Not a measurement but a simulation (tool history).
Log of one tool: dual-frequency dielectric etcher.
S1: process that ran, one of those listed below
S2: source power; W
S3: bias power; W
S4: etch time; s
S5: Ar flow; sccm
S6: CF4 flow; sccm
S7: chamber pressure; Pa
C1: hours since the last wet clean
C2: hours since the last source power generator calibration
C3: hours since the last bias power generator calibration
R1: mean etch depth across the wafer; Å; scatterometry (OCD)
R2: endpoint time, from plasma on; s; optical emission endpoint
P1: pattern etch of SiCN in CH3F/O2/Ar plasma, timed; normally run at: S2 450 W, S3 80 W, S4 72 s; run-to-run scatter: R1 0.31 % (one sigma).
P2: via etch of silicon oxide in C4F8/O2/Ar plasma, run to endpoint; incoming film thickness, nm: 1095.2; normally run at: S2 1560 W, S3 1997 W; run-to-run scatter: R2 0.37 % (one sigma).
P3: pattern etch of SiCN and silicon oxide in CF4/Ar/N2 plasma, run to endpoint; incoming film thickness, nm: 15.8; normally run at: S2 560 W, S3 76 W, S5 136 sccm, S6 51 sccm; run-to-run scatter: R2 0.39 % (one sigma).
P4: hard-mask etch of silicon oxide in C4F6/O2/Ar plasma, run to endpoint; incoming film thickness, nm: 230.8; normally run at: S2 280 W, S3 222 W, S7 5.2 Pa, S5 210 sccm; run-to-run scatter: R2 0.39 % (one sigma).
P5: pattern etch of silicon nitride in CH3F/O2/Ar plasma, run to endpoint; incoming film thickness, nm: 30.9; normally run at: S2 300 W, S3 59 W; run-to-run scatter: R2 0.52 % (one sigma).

Run 1, hour 7.9: S1 P1, S2 450 W, S3 80 W, S4 72 s; C1 354.5; C2 984; C3 2054.9. Result: R1 298.16 Å.
Run 2, hour 13.1: S1 P1, S2 290 W, S3 80 W, S4 72 s; C1 359.7; C2 989.2; C3 2060.1. Result: R1 253.56 Å.
Run 3, hour 22.1: S1 P1, S2 450 W, S3 80 W, S4 72 s; C1 368.7; C2 998.2; C3 2069.1. Result: R1 297.76 Å.
Run 4, hour 26.8: S1 P3, S2 560 W, S3 76 W, S5 136 sccm, S6 72 sccm; C1 373.4; C2 1002.9; C3 2073.8. Result: R2 15.556 s.
Run 5, hour 32.8: S1 P1, S2 450 W, S3 51 W, S4 49.5 s; C1 379.4; C2 1008.9; C3 2079.8. Result: R1 175.45 Å.
Run 6, hour 40: S1 P1, S2 450 W, S3 80 W, S4 72 s; C1 386.6; C2 1016.1; C3 2087. Result: R1 297.88 Å.
Run 7, hour 49: S1 P2, S2 1560 W, S3 1997 W; C1 395.6; C2 1025.1; C3 2096. Result: R2 245.29 s.
Run 8, hour 56.3: S1 P3, S2 740 W, S3 76 W, S5 136 sccm, S6 51 sccm; C1 402.9; C2 1032.4; C3 2103.3. Result: R2 12.888 s.
Run 9, hour 65.7: S1 P5, S2 300 W, S3 42 W; C1 412.3; C2 1041.8; C3 2112.7. Result: R2 59.308 s.
Run 10, hour 71.3: S1 P1, S2 450 W, S3 80 W, S4 39.5 s; C1 417.9; C2 1047.4; C3 2118.3. Result: R1 163.39 Å.
Run 11, hour 76.1: S1 P1, S2 450 W, S3 80 W, S4 72 s; C1 422.7; C2 1052.2; C3 2123.1. Result: R1 298.18 Å.
Run 12, hour 82.8: S1 P4, S2 280 W, S3 138 W, S5 210 sccm, S7 5.2 Pa; C1 429.4; C2 1058.9; C3 2129.8. Result: R2 92.556 s.
Run 13, hour 87.5: S1 P4, S2 280 W, S3 222 W, S5 171 sccm, S7 5.2 Pa; C1 434.1; C2 1063.6; C3 2134.5. Result: R2 77.35 s.
Run 14, hour 92.8: S1 P3, S2 560 W, S3 76 W, S5 136 sccm, S6 51 sccm; C1 439.4; C2 1068.9; C3 2139.8. Result: R2 16.516 s.
Run 15, hour 101.4: S1 P1, S2 630 W, S3 80 W, S4 72 s; C1 448; C2 1077.5; C3 2148.4. Result: R1 338.77 Å.
Run 16, hour 109.4: S1 P4, S2 180 W, S3 222 W, S5 210 sccm, S7 5.2 Pa; C1 456; C2 1085.5; C3 2156.4. Result: R2 94.323 s.
Run 17, hour 118: S1 P3, S2 560 W, S3 76 W, S5 101 sccm, S6 51 sccm; C1 464.6; C2 1094.1; C3 2165. Result: R2 15.609 s.
Run 18, hour 126.6: S1 P1, S2 450 W, S3 80 W, S4 72 s; C1 473.2; C2 1102.7; C3 2173.6. Result: R1 297.89 Å.
Run 19, hour 135.3: S1 P1, S2 450 W, S3 54 W, S4 72 s; C1 481.9; C2 1111.4; C3 2182.3. Result: R1 259.78 Å.
Run 20, hour 144.4: S1 P2, S2 2160 W, S3 1997 W; C1 491; C2 1120.5; C3 2191.4. Result: R2 215.94 s.
Run 21, hour 152.1: S1 P3, S2 560 W, S3 45 W, S5 136 sccm, S6 51 sccm; C1 498.7; C2 1128.2; C3 2199.1. Result: R2 19.866 s.
Run 22, hour 158.6: S1 P5, S2 240 W, S3 59 W; C1 505.2; C2 1134.7; C3 2205.6. Result: R2 58.622 s.
Run 23, hour 166.5: S1 P3, S2 560 W, S3 76 W, S5 136 sccm, S6 51 sccm; C1 513.1; C2 1142.6; C3 2213.5. Result: R2 16.468 s.
Run 24, hour 171.9: S1 P4, S2 280 W, S3 222 W, S5 210 sccm, S7 6.7 Pa; C1 518.5; C2 1148; C3 2218.9. Result: R2 81.679 s.
Run 25, hour 179.1: S1 P4, S2 280 W, S3 222 W, S5 210 sccm, S7 5.2 Pa; C1 525.7; C2 1155.2; C3 2226.1. Result: R2 79.151 s.
Run 26, hour 188.2: S1 P1, S2 450 W, S3 112 W, S4 72 s; C1 534.8; C2 1164.3; C3 2235.2. Result: R1 338.42 Å.
Run 27, hour 193.1: S1 P1, S2 450 W, S3 80 W, S4 90.5 s; C1 539.7; C2 1169.2; C3 2240.1. Result: R1 372.47 Å.
Run 28, hour 200: S1 P1, S2 310 W, S3 80 W, S4 54.5 s; C1 546.6; C2 1176.1; C3 2247. Result: R1 195.95 Å.
Run 29, hour 205.4: S1 P5, S2 300 W, S3 59 W; C1 552; C2 1181.5; C3 2252.4. Result: R2 54.376 s.
Run 30, hour 210.8: S1 P2, S2 1560 W, S3 1233 W; C1 557.4; C2 1186.9; C3 2257.8. Result: R2 281.88 s.
Run 31, hour 217.7: S1 P1, S2 450 W, S3 80 W, S4 72 s; C1 564.3; C2 1193.8; C3 2264.7. Result: R1 298.63 Å.
Run 32, hour 226: S1 P1, S2 450 W, S3 80 W, S4 72 s; C1 572.6; C2 1202.1; C3 2273. Result: R1 300.47 Å.
Run 33, hour 230.9: S1 P1, S2 450 W, S3 80 W, S4 72 s; C1 577.5; C2 1207; C3 2277.9. Result: R1 302.16 Å.
Run 34, hour 235.3: S1 P1, S2 450 W, S3 80 W, S4 72 s; C1 581.9; C2 1211.4; C3 2282.3. Result: R1 301.33 Å.
At hour 237.6: wet clean of the chamber.
Run 35, hour 240: S1 P1, S2 450 W, S3 80 W, S4 72 s; C1 2.5; C2 1216.1; C3 2287. Result: R1 302.84 Å.
Run 36, hour 246.8: S1 P1, S2 450 W, S3 80 W, S4 72 s; C1 9.3; C2 1222.9; C3 2293.8. Result: R1 302.28 Å.
Run 37, hour 255.7: S1 P1, S2 450 W, S3 80 W, S4 72 s; C1 18.2; C2 1231.8; C3 2302.7. Result: R1 302.9 Å.

What P1 gives has crept away from where it was. These 2 causes fit the log equally well, each at the size given:
A: bias power that arrives over what is set, % = 4.34
B: source power that arrives over what is set, % = 4.17
The creep began at about hour 217.7.
Why every other cause is out:
chamber walls in a state that raises the etch rate, %: serviced at hour 237.6, which brought nothing back

4 check runs are offered, each on 2 wafers whose results are averaged, their results left as question marks. Which one tells the causes apart?
Run check 1, hour 264.6: S1 P4, S2 210 W, S3 140 W, S5 210 sccm, S7 5.2 Pa. Result: R2 ?.
Run check 2, hour 264.6: S1 P3, S2 560 W, S3 48 W, S5 136 sccm, S6 51 sccm. Result: R2 ?.
Run check 3, hour 264.6: S1 P2, S2 2000 W, S3 1446 W. Result: R2 ?.
Run check 4, hour 264.6: S1 P5, S2 240 W, S3 42 W. Result: R2 ?.

What each check would give under each cause:
  check  result    if A    if B
check 1      R2  101.51  101.25
check 2      R2  19.184  18.773
check 3      R2  240.52  239.24
check 4      R2  64.467  64.305
How far apart the two closest causes lie, in the result that separates them most: check 1 0.25 %; check 2 2.16 %; check 3 0.53 %; check 4 0.25 %
Only check 2 tells the causes apart: in the others they would give nearly the same result.

Check 2 was then run and gave: R2 18.795 s. Which cause is it?

It is B: source power that arrives over what is set, %.

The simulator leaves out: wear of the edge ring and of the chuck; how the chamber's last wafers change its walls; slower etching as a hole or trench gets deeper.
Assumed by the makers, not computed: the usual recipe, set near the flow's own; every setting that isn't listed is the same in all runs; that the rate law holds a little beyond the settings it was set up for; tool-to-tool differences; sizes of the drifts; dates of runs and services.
